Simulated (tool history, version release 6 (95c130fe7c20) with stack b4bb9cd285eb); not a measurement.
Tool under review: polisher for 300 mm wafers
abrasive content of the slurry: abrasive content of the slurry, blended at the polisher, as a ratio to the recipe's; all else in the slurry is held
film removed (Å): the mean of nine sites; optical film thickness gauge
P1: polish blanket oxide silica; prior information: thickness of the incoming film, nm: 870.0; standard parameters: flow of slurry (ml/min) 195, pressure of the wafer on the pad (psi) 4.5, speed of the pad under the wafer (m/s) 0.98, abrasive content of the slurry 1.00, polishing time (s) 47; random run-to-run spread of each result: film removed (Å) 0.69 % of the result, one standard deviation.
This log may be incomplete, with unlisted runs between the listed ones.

run   hour  flow of slurry (ml/min)  pressure of the wafer on the pad (psi)  speed of the pad under the wafer (m/s)  abrasive content of the slurry  polishing time (s)  wafers polished on this pad  hours since the slurry nozzle was cleaned  hours since the head pressure was calibrated  hours since the slurry blender was calibrated  hours since the conditioning disc was replaced  film removed (Å)
  1    5.0                      195                                     4.5                                    0.98                            1.00                  47                          481                                      264.7                                         251.5                                           90.1                                           145.1           1205.70
  2    8.5                      195                                     7.0                                    0.98                            1.00                  47                          521                                      268.2                                         255.0                                           93.6                                           148.6           1890.90
  3   14.4                      285                                     4.5                                    0.98                            1.45                  47                          588                                      274.1                                         260.9                                           99.5                                           154.5           1449.70
  4   17.3                      195                                     4.5                                    0.98                            1.00                  73                          621                                      277.0                                         263.8                                          102.4                                           157.4           1864.30
      22.2  -- head pressure recalibrated
  5   22.6                      195                                     4.5                                    0.98                            1.00                  47                          681                                      282.3                                           0.5                                          107.7                                           162.7           1199.20
  6   28.6                      195                                     4.5                                    1.42                            1.00                  47                          749                                      288.3                                           6.5                                          113.7                                           168.7           1605.90
      30.8  -- slurry nozzle cleaned
  7   31.6                      115                                     6.2                                    0.98                            1.00                  47                          783                                        0.8                                           9.5                                          116.7                                           171.7           1515.30
  8   35.1                      195                                     4.5                                    0.98                            1.00                  47                          823                                        4.3                                          13.0                                          120.2                                           175.2           1185.20
  9   38.3                      195                                     4.5                                    0.98                            1.30                  47                          860                                        7.5                                          16.2                                          123.4                                           178.4           1345.90
 10   42.3                      195                                     4.5                                    0.98                            1.00                  25                          905                                       11.5                                          20.2                                          127.4                                           182.4            644.88
 11   46.0                      195                                     6.6                                    0.58                            1.00                  47                          947                                       15.2                                          23.9                                          131.1                                           186.1           1153.60
 12   51.2                      285                                     4.5                                    0.98                            1.00                  47                         1006                                       20.4                                          29.1                                          136.3                                           191.3           1255.30
 13   55.1                      195                                     4.5                                    0.98                            0.70                  47                         1051                                       24.3                                          33.0                                          140.2                                           195.2           1008.00
 14   59.0                      195                                     2.0                                    0.98                            1.00                  47                         1095                                       28.2                                          36.9                                          144.1                                           199.1            539.71
 15   63.1                      195                                     4.5                                    0.98                            1.00                  47                         1142                                       32.3                                          41.0                                          148.2                                           203.2           1204.00
 16   66.9                      195                                     4.5                                    0.68                            1.00                  47                         1185                                       36.1                                          44.8                                          152.0                                           207.0            905.28
 17   72.7                      195                                     4.5                                    0.98                            1.00                  47                         1251                                       41.9                                          50.6                                          157.8                                           212.8           1216.20
 18   78.7                      195                                     4.5                                    0.98                            1.00                  47                         1319                                       47.9                                          56.6                                          163.8                                           218.8           1200.10
 19   83.7                      115                                     4.5                                    0.98                            1.00                  47                         1376                                       52.9                                          61.6                                          168.8                                           223.8           1093.10
 20   87.7                      195                                     4.5                                    0.98                            1.00                  47                         1421                                       56.9                                          65.6                                          172.8                                           227.8           1199.00
 21   93.0                      195                                     4.5                                    0.98                            1.00                  47                         1482                                       62.2                                          70.9                                          178.1                                           233.1           1125.30
 22   97.0                      195                                     4.5                                    0.98                            1.00                  47                         1527                                       66.2                                          74.9                                          182.1                                           237.1           1103.30
      98.6  -- conditioning disc replaced and pad reconditioned
 23   99.8                      195                                     4.5                                    0.98                            1.00                  47                         1559                                       69.0                                          77.7                                          184.9                                             1.3           1076.00
     101.4  -- worn pad replaced by a new one
     102.9  -- slurry nozzle cleaned
 24  104.2                      195                                     4.5                                    0.98                            1.00                  47                           32                                        1.4                                          82.1                                          189.3                                             5.7           1078.80
 25  107.0                      195                                     4.5                                    0.98                            1.00                  47                           64                                        4.2                                          84.9                                          192.1                                             8.5           1069.70
 26  109.6                      195                                     4.5                                    0.98                            1.00                  47                           94                                        6.8                                          87.5                                          194.7                                            11.1           1070.30

What P1 gives has crept off from where it sat before. The 2 causes that follow fit the log equally well, each at the size noted:
A: abrasive missing from the slurry, % = 21.8
B: head's pressure below its setpoint, % = 11.2
The process output started creeping at around hour 87.7.
Ruled out, with reasons:
removal rate lost through wear of the pad, %: serviced after onset, at hour 101.4, with no recovery of the prior output
slurry flow missing at the pad, %: serviced after onset, at hour 102.9, with no recovery of the prior output
time polished since the conditioner stopped cutting, s: serviced after onset, at hour 98.6, with no recovery of the prior output

Below are 4 check runs, each averaged over 5 wafers, with their results shown as question marks. Which of them would give clearly different results depending on which cause is behind the drift?
check 1  112.2                      195                                     5.5                                    0.98                            0.70                  47                                                                                                                                                                                                                                      ?
check 2  112.2                      195                                     4.5                                    1.24                            1.00                  65                                                                                                                                                                                                                                      ?
check 3  112.2                      265                                     4.5                                    0.98                            1.00                  47                                                                                                                                                                                                                                      ?
check 4  112.2                      275                                     6.0                                    0.98                            1.00                  47                                                                                                                                                                                                                                      ?

Expected result of each check under each candidate cause:
  check            result     if A     if B
check 1  film removed (Å)  1069.70  1093.80
check 2  film removed (Å)  1784.20  1785.10
check 3  film removed (Å)  1107.90  1108.50
check 4  film removed (Å)  1482.60  1483.40
How far apart the two closest causes lie, in the result that separates them most: check 1 2.23 %; check 2 0.05 %; check 3 0.05 %; check 4 0.05 %
The causes can be told apart only by check 1. The other checks would give nearly the same results under each of them.

Then check 1 was run and gave: film removed (Å) 1075.20. Which cause is it?

It was cause A: abrasive missing from the slurry, %.
